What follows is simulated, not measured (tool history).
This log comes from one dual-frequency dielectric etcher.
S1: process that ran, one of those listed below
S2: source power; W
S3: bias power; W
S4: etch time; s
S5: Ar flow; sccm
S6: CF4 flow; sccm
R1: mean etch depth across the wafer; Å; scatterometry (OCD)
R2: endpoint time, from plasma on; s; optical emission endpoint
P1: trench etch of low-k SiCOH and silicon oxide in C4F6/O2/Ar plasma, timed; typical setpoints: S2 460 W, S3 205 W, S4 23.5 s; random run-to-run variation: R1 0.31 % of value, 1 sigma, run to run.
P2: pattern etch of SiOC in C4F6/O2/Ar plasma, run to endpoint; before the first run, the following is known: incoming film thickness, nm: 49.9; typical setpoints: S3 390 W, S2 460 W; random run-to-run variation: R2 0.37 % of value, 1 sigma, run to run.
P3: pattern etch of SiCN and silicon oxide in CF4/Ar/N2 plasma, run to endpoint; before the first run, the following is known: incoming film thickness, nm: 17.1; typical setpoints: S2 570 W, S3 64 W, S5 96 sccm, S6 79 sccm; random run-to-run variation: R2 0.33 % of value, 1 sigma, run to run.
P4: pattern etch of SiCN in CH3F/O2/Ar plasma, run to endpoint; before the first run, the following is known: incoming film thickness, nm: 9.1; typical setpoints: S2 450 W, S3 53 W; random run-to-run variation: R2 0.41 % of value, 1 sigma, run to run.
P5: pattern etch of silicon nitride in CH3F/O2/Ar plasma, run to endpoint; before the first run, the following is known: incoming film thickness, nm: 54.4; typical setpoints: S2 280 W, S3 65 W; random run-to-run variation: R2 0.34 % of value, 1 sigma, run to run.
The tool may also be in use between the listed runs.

run   hour  S1   S2   S3    S4  S5   S6       R1       R2
  1    8.3  P1  460  205  23.5            782.28
  2   13.2  P1  460  205  23.5            782.21
  3   19.7  P1  460  205  16.0            533.33
  4   23.8  P5  280   65                           93.134
  5   29.8  P4  450   63                           24.297
  6   34.7  P1  460  205  33.5           1113.10
      39.1  -- wet clean of the chamber
  7   40.7  P1  460  121  23.5            665.86
  8   49.3  P4  450   53                           25.466
  9   56.7  P1  290  205  23.5            654.38
 10   64.0  P2  460  390                           17.320
 11   69.9  P1  460  205  23.5            779.00
 12   76.8  P5  280   41                          107.970
 13   81.9  P1  330  205  13.5            393.95
 14   87.7  P3  570   64        96  102            16.119
 15   95.9  P3  570   64        96   79            16.717
 16  103.1  P2  460  255                           19.896
 17  109.4  P2  460  390                           17.236
 18  115.9  P1  460  205  23.5            781.56
 19  122.2  P3  570   64        58   79            15.621
 20  128.0  P1  590  205  23.5            861.78
 21  135.2  P1  460  205  23.5            783.21
 22  140.4  P4  560   53                           23.527
 23  145.3  P3  570   64        96   79            16.703
 24  150.8  P1  300  205  33.0            933.58
     156.8  -- bias power generator calibrated
 25  159.4  P3  720   64        96   79            13.526
 26  167.9  P1  590  271  23.5            940.86
 27  172.1  P1  460  205  23.5            777.70
 28  178.0  P3  570   42        96   79            18.996
 29  184.4  P1  460  279  23.5            865.92
 30  189.5  P2  370  390                           18.800
 31  197.4  P5  280   65                           92.830
 32  205.9  P5  380   65                           82.816
 33  214.4  P1  460  205  23.5            779.25
 34  221.3  P1  460  205  23.5            779.73
 35  228.0  P1  460  205  23.5            772.45
 36  233.4  P1  460  205  23.5            772.52
 37  240.1  P1  460  205  23.5            768.51
     244.2  -- wet clean of the chamber
 38  244.5  P1  460  205  23.5            768.41
 39  252.2  P1  460  205  23.5            770.94
 40  258.6  P1  460  205  23.5            765.90

Run 41, settings as shown, results not yet in. Your forecast:
 41  262.8  P1  460  205  23.5           ?

Logged for run 41: R1 775.89 Å.

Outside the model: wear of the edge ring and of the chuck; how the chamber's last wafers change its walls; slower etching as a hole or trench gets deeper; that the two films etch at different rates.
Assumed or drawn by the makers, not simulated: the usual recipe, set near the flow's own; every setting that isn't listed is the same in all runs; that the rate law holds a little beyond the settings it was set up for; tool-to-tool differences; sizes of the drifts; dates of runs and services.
